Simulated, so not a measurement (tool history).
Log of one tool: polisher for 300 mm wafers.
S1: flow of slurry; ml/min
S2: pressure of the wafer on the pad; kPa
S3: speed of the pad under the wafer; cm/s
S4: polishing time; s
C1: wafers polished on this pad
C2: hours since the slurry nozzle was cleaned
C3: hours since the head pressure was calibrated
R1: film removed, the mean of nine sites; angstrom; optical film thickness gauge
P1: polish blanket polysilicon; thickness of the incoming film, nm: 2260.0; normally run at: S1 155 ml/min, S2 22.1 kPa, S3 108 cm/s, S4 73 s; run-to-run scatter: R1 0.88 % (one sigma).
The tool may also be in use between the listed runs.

run,hour,S1,S2,S3,S4,C1,C2,C3,R1
1,9.1,155,22.1,108,73,335,561.7,498,8029.2
2,14.1,155,9.7,108,73,400,566.7,503,3440.7
3,21.2,155,22.1,152,73,491,573.8,510.1,11017
4,31,155,22.1,108,37,617,583.6,519.9,4028.8
5,41.2,155,30.3,108,73,748,593.8,530.1,11034
6,51.2,155,22.1,108,73,877,603.8,540.1,7940.2
7,60.3,155,22.1,72,73,994,612.9,549.2,5399.6
8,66.8,95,22.1,62,73,1078,619.4,555.7,4093.4
9,73.6,95,22.1,108,73,1165,626.2,562.5,7315.1
10,82.6,155,22.1,108,73,1281,635.2,571.5,7932.2
11,89.3,155,22.1,108,105,1367,641.9,578.2,11406
12,99.3,225,22.1,108,73,1496,651.9,588.2,8306.5
13,105.1,155,22.1,108,73,1571,657.7,594,7960.3
14,113.9,155,22.1,108,73,1684,666.5,602.8,7962.5
15,124.2,155,22.1,108,73,1817,676.8,613.1,7975.4
16,131.8,155,22.1,108,73,1914,684.4,620.7,7895.1

Run 17 comes next. What will it give?
17,138,155,22.1,108,73,1994,690.6,626.9,?

{"run 17": {"R1": 7636.6}}
